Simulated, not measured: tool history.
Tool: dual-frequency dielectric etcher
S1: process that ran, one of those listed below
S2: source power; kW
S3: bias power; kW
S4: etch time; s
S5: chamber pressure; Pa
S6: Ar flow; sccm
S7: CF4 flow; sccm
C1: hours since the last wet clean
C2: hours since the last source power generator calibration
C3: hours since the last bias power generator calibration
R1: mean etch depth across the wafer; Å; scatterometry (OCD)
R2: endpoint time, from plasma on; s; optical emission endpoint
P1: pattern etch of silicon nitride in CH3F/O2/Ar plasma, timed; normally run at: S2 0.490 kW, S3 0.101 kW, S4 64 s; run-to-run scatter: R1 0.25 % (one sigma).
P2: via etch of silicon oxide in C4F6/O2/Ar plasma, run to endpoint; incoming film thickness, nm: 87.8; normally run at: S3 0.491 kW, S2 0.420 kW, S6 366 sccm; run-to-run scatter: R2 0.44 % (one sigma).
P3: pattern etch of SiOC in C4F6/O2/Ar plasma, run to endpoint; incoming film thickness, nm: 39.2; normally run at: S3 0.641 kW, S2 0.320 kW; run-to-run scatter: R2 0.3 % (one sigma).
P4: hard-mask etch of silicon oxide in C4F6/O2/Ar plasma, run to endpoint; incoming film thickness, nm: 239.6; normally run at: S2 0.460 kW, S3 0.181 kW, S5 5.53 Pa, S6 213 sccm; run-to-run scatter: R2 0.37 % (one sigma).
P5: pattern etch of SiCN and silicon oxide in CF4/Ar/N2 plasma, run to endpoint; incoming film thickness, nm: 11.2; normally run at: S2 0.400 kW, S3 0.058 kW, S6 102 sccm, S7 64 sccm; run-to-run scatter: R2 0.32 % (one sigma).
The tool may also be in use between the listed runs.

Run 1, hour 17.7: S1 P1, S2 0.490 kW, S3 0.101 kW, S4 64 s; C1 518.0; C2 728.9; C3 1350.9. Result: R1 553.67 Å.
Run 2, hour 30.2: S1 P4, S2 0.640 kW, S3 0.181 kW, S5 5.53 Pa, S6 213 sccm; C1 530.5; C2 741.4; C3 1363.4. Result: R2 63.177 s.
Run 3, hour 43.5: S1 P5, S2 0.490 kW, S3 0.058 kW, S6 102 sccm, S7 64 sccm; C1 543.8; C2 754.7; C3 1376.7. Result: R2 13.036 s.
Run 4, hour 52.7: S1 P1, S2 0.490 kW, S3 0.101 kW, S4 47 s; C1 553.0; C2 763.9; C3 1385.9. Result: R1 406.21 Å.
Run 5, hour 70.0: S1 P5, S2 0.400 kW, S3 0.039 kW, S6 102 sccm, S7 64 sccm; C1 570.3; C2 781.2; C3 1403.2. Result: R2 17.652 s.
Run 6, hour 82.5: S1 P2, S2 0.420 kW, S3 0.694 kW, S6 366 sccm; C1 582.8; C2 793.7; C3 1415.7. Result: R2 16.893 s.
Run 7, hour 98.7: S1 P4, S2 0.460 kW, S3 0.218 kW, S5 5.53 Pa, S6 213 sccm; C1 599.0; C2 809.9; C3 1431.9. Result: R2 68.222 s.
Run 8, hour 111.0: S1 P3, S2 0.220 kW, S3 0.641 kW; C1 611.3; C2 822.2; C3 1444.2. Result: R2 14.599 s.
Run 9, hour 120.6: S1 P5, S2 0.400 kW, S3 0.058 kW, S6 136 sccm, S7 64 sccm; C1 620.9; C2 831.8; C3 1453.8. Result: R2 16.329 s.
Run 10, hour 129.9: S1 P1, S2 0.490 kW, S3 0.101 kW, S4 64 s; C1 630.2; C2 841.1; C3 1463.1. Result: R1 553.98 Å.
Run 11, hour 142.2: S1 P1, S2 0.490 kW, S3 0.101 kW, S4 64 s; C1 642.5; C2 853.4; C3 1475.4. Result: R1 554.60 Å.
Run 12, hour 159.0: S1 P4, S2 0.460 kW, S3 0.181 kW, S5 5.53 Pa, S6 213 sccm; C1 659.3; C2 870.2; C3 1492.2. Result: R2 71.873 s.
Run 13, hour 173.7: S1 P1, S2 0.490 kW, S3 0.131 kW, S4 64 s; C1 674.0; C2 884.9; C3 1506.9. Result: R1 606.86 Å.
Run 14, hour 189.6: S1 P5, S2 0.400 kW, S3 0.058 kW, S6 102 sccm, S7 64 sccm; C1 689.9; C2 900.8; C3 1522.8. Result: R2 15.614 s.
Run 15, hour 198.1: S1 P5, S2 0.400 kW, S3 0.058 kW, S6 102 sccm, S7 64 sccm; C1 698.4; C2 909.3; C3 1531.3. Result: R2 15.558 s.
Run 16, hour 207.2: S1 P4, S2 0.460 kW, S3 0.181 kW, S5 5.53 Pa, S6 133 sccm; C1 707.5; C2 918.4; C3 1540.4. Result: R2 68.308 s.
Run 17, hour 223.7: S1 P3, S2 0.320 kW, S3 0.827 kW; C1 724.0; C2 934.9; C3 1556.9. Result: R2 11.527 s.
Run 18, hour 232.5: S1 P3, S2 0.320 kW, S3 0.641 kW; C1 732.8; C2 943.7; C3 1565.7. Result: R2 12.753 s.
Run 19, hour 240.5: S1 P2, S2 0.420 kW, S3 0.491 kW, S6 366 sccm; C1 740.8; C2 951.7; C3 1573.7. Result: R2 19.303 s.
Run 20, hour 251.3: S1 P1, S2 0.490 kW, S3 0.101 kW, S4 93 s; C1 751.6; C2 962.5; C3 1584.5. Result: R1 802.60 Å.
Run 21, hour 259.7: S1 P5, S2 0.400 kW, S3 0.058 kW, S6 102 sccm, S7 88 sccm; C1 760.0; C2 970.9; C3 1592.9. Result: R2 14.835 s.
Run 22, hour 268.4: S1 P1, S2 0.490 kW, S3 0.101 kW, S4 64 s; C1 768.7; C2 979.6; C3 1601.6. Result: R1 554.33 Å.
Run 23, hour 279.3: S1 P4, S2 0.460 kW, S3 0.181 kW, S5 5.53 Pa, S6 213 sccm; C1 779.6; C2 990.5; C3 1612.5. Result: R2 71.958 s.
Run 24, hour 297.4: S1 P1, S2 0.360 kW, S3 0.101 kW, S4 64 s; C1 797.7; C2 1008.6; C3 1630.6. Result: R1 491.43 Å.
At hour 306.9: bias power generator calibrated.
Run 25, hour 310.1: S1 P4, S2 0.460 kW, S3 0.181 kW, S5 7.60 Pa, S6 213 sccm; C1 810.4; C2 1021.3; C3 3.3. Result: R2 74.450 s.
Run 26, hour 327.5: S1 P2, S2 0.420 kW, S3 0.491 kW, S6 446 sccm; C1 827.8; C2 1038.7; C3 20.7. Result: R2 19.810 s.
Run 27, hour 341.2: S1 P1, S2 0.490 kW, S3 0.064 kW, S4 94 s; C1 841.5; C2 1052.4; C3 34.4. Result: R1 696.60 Å.
Run 28, hour 358.6: S1 P1, S2 0.490 kW, S3 0.077 kW, S4 64 s; C1 858.9; C2 1069.8; C3 51.8. Result: R1 502.52 Å.
Run 29, hour 368.4: S1 P3, S2 0.320 kW, S3 0.641 kW; C1 868.7; C2 1079.6; C3 61.6. Result: R2 12.797 s.
Run 30, hour 380.5: S1 P1, S2 0.600 kW, S3 0.101 kW, S4 64 s; C1 880.8; C2 1091.7; C3 73.7. Result: R1 596.52 Å.
Run 31, hour 391.9: S1 P2, S2 0.260 kW, S3 0.491 kW, S6 366 sccm; C1 892.2; C2 1103.1; C3 85.1. Result: R2 23.006 s.
Run 32, hour 407.4: S1 P1, S2 0.490 kW, S3 0.101 kW, S4 64 s; C1 907.7; C2 1118.6; C3 100.6. Result: R1 553.04 Å.
Run 33, hour 416.1: S1 P1, S2 0.490 kW, S3 0.101 kW, S4 64 s; C1 916.4; C2 1127.3; C3 109.3. Result: R1 553.61 Å.
Run 34, hour 433.2: S1 P1, S2 0.490 kW, S3 0.101 kW, S4 64 s; C1 933.5; C2 1144.4; C3 126.4. Result: R1 549.76 Å.
Run 35, hour 441.9: S1 P1, S2 0.490 kW, S3 0.101 kW, S4 64 s; C1 942.2; C2 1153.1; C3 135.1. Result: R1 549.50 Å.
Run 36, hour 458.3: S1 P1, S2 0.490 kW, S3 0.101 kW, S4 64 s; C1 958.6; C2 1169.5; C3 151.5. Result: R1 549.67 Å.
At hour 473.4: wet clean of the chamber.
Run 37, hour 475.4: S1 P1, S2 0.490 kW, S3 0.101 kW, S4 64 s; C1 2.0; C2 1186.6; C3 168.6. Result: R1 548.12 Å.
Run 38, hour 492.1: S1 P1, S2 0.490 kW, S3 0.101 kW, S4 64 s; C1 18.7; C2 1203.3; C3 185.3. Result: R1 546.21 Å.
Run 39, hour 504.0: S1 P1, S2 0.490 kW, S3 0.101 kW, S4 64 s; C1 30.6; C2 1215.2; C3 197.2. Result: R1 548.09 Å.
Run 40, hour 521.1: S1 P1, S2 0.490 kW, S3 0.101 kW, S4 64 s; C1 47.7; C2 1232.3; C3 214.3. Result: R1 546.71 Å.

The next listed run, before its measurement:
Run 41, hour 536.4: S1 P1, S2 0.490 kW, S3 0.101 kW, S4 64 s; C1 63.0; C2 1247.6; C3 229.6. Result: R1 ?.

R1: 547.07 Å

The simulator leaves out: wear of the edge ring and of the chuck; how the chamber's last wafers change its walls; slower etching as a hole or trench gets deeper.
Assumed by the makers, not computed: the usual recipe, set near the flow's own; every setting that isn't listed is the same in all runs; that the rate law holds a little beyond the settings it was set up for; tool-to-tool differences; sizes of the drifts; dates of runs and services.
